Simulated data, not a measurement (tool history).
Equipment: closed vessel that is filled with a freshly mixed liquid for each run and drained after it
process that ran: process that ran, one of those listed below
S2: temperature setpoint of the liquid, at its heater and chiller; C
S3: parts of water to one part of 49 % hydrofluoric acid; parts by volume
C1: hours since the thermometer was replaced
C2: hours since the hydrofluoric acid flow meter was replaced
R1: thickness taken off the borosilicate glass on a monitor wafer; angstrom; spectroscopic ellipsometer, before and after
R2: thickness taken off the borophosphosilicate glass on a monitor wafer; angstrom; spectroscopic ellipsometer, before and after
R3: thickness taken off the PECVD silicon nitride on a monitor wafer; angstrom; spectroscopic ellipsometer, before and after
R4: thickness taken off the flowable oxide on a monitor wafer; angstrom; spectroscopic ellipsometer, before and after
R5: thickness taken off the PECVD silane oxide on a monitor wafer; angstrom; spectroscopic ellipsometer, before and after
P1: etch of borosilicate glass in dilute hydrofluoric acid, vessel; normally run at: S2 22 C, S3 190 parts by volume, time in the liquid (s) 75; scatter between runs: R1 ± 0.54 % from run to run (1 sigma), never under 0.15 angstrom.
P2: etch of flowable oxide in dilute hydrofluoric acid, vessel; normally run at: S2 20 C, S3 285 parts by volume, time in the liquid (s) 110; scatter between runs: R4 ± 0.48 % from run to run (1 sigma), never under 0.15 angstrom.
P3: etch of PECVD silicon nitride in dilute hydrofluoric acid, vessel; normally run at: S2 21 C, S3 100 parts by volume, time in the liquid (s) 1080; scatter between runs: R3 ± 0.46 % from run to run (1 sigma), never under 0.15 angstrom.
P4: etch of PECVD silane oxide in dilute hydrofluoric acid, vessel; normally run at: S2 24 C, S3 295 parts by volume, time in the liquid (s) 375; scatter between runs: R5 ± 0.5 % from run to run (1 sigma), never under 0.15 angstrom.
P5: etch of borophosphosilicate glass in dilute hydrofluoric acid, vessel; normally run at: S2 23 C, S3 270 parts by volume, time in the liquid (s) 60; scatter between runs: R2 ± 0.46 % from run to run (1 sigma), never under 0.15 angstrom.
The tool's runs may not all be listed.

Run 1, hour 10: process that ran P1, S2 22 C, S3 190 parts by volume, time in the liquid (s) 75; C1 776.4; C2 293.1. Result: R1 90.833 angstrom.
Run 2, hour 21.5: process that ran P5, S2 23 C, S3 270 parts by volume, time in the liquid (s) 60; C1 787.9; C2 304.6. Result: R2 123.58 angstrom.
Run 3, hour 33.7: process that ran P3, S2 27.5 C, S3 100 parts by volume, time in the liquid (s) 1080; C1 800.1; C2 316.8. Result: R3 230.42 angstrom.
Run 4, hour 48.9: process that ran P3, S2 21 C, S3 100 parts by volume, time in the liquid (s) 1080; C1 815.3; C2 332. Result: R3 149.8 angstrom.
Run 5, hour 60.7: process that ran P2, S2 28 C, S3 285 parts by volume, time in the liquid (s) 110; C1 827.1; C2 343.8. Result: R4 144.77 angstrom.
Run 6, hour 74.9: process that ran P2, S2 20 C, S3 285 parts by volume, time in the liquid (s) 110; C1 841.3; C2 358. Result: R4 110.29 angstrom.
Run 7, hour 85.8: process that ran P1, S2 18.5 C, S3 265 parts by volume, time in the liquid (s) 75; C1 852.2; C2 368.9. Result: R1 53.601 angstrom.
Run 8, hour 99: process that ran P5, S2 23 C, S3 55 parts by volume, time in the liquid (s) 60; C1 865.4; C2 382.1. Result: R2 772.59 angstrom.
Run 9, hour 111.8: process that ran P5, S2 23 C, S3 270 parts by volume, time in the liquid (s) 120; C1 878.2; C2 394.9. Result: R2 249.31 angstrom.
Run 10, hour 123: process that ran P4, S2 24 C, S3 540 parts by volume, time in the liquid (s) 375; C1 889.4; C2 406.1. Result: R5 76.115 angstrom.
Run 11, hour 135.7: process that ran P1, S2 22 C, S3 190 parts by volume, time in the liquid (s) 75; C1 902.1; C2 418.8. Result: R1 91.658 angstrom.
Run 12, hour 142.6: process that ran P1, S2 22 C, S3 190 parts by volume, time in the liquid (s) 75; C1 909; C2 425.7. Result: R1 91.626 angstrom.
Run 13, hour 150: process that ran P1, S2 22 C, S3 335 parts by volume, time in the liquid (s) 40; C1 916.4; C2 433.1. Result: R1 23.995 angstrom.
Run 14, hour 157.6: process that ran P2, S2 20 C, S3 455 parts by volume, time in the liquid (s) 110; C1 924; C2 440.7. Result: R4 59.73 angstrom.
Run 15, hour 172.3: process that ran P4, S2 24 C, S3 295 parts by volume, time in the liquid (s) 85; C1 938.7; C2 455.4. Result: R5 39.998 angstrom.
Run 16, hour 185.6: process that ran P1, S2 22 C, S3 190 parts by volume, time in the liquid (s) 75; C1 952; C2 468.7. Result: R1 91.89 angstrom.
Run 17, hour 197.3: process that ran P1, S2 22 C, S3 50 parts by volume, time in the liquid (s) 75; C1 963.7; C2 480.4. Result: R1 408.2 angstrom.
Run 18, hour 212.3: process that ran P1, S2 22 C, S3 190 parts by volume, time in the liquid (s) 75; C1 978.7; C2 495.4. Result: R1 91.525 angstrom.
Run 19, hour 220.6: process that ran P4, S2 17.5 C, S3 295 parts by volume, time in the liquid (s) 375; C1 987; C2 503.7. Result: R5 136.95 angstrom.
Run 20, hour 229.1: process that ran P3, S2 21 C, S3 100 parts by volume, time in the liquid (s) 1080; C1 995.5; C2 512.2. Result: R3 149.98 angstrom.
Run 21, hour 243.1: process that ran P5, S2 17 C, S3 270 parts by volume, time in the liquid (s) 60; C1 1009.5; C2 526.2. Result: R2 99.408 angstrom.
Run 22, hour 249.7: process that ran P1, S2 22 C, S3 190 parts by volume, time in the liquid (s) 30; C1 1016.1; C2 532.8. Result: R1 36.348 angstrom.
At hour 254.4: hydrofluoric acid flow meter replaced.
Run 23, hour 263.7: process that ran P2, S2 20 C, S3 285 parts by volume, time in the liquid (s) 110; C1 1030.1; C2 9.3. Result: R4 109.73 angstrom.
Run 24, hour 274.3: process that ran P4, S2 24 C, S3 295 parts by volume, time in the liquid (s) 375; C1 1040.7; C2 19.9. Result: R5 174.98 angstrom.
Run 25, hour 285.5: process that ran P4, S2 24 C, S3 295 parts by volume, time in the liquid (s) 375; C1 1051.9; C2 31.1. Result: R5 175.07 angstrom.
Run 26, hour 298.9: process that ran P1, S2 22 C, S3 320 parts by volume, time in the liquid (s) 75; C1 1065.3; C2 44.5. Result: R1 48.228 angstrom.
Run 27, hour 311.6: process that ran P3, S2 21 C, S3 140 parts by volume, time in the liquid (s) 1080; C1 1078; C2 57.2. Result: R3 107.58 angstrom.
Run 28, hour 320.2: process that ran P3, S2 21 C, S3 100 parts by volume, time in the liquid (s) 1965; C1 1086.6; C2 65.8. Result: R3 273.07 angstrom.
Run 29, hour 333.8: process that ran P1, S2 22 C, S3 190 parts by volume, time in the liquid (s) 125; C1 1100.2; C2 79.4. Result: R1 153.4 angstrom.
Run 30, hour 343.8: process that ran P1, S2 17 C, S3 190 parts by volume, time in the liquid (s) 75; C1 1110.2; C2 89.4. Result: R1 74.86 angstrom.
Run 31, hour 358.2: process that ran P1, S2 26 C, S3 190 parts by volume, time in the liquid (s) 75; C1 1124.6; C2 103.8. Result: R1 106.93 angstrom.
Run 32, hour 365.6: process that ran P2, S2 20 C, S3 285 parts by volume, time in the liquid (s) 180; C1 1132; C2 111.2. Result: R4 181.1 angstrom.
Run 33, hour 373.6: process that ran P1, S2 22 C, S3 190 parts by volume, time in the liquid (s) 75; C1 1140; C2 119.2. Result: R1 92.113 angstrom.
Run 34, hour 380.5: process that ran P1, S2 22 C, S3 190 parts by volume, time in the liquid (s) 75; C1 1146.9; C2 126.1. Result: R1 91.495 angstrom.

For run 35, what comes out?
Run 35, hour 395.2: process that ran P1, S2 22 C, S3 190 parts by volume, time in the liquid (s) 75; C1 1161.6; C2 140.8. Result: R1 ?.

Run 35 produced R1 93.011 angstrom.

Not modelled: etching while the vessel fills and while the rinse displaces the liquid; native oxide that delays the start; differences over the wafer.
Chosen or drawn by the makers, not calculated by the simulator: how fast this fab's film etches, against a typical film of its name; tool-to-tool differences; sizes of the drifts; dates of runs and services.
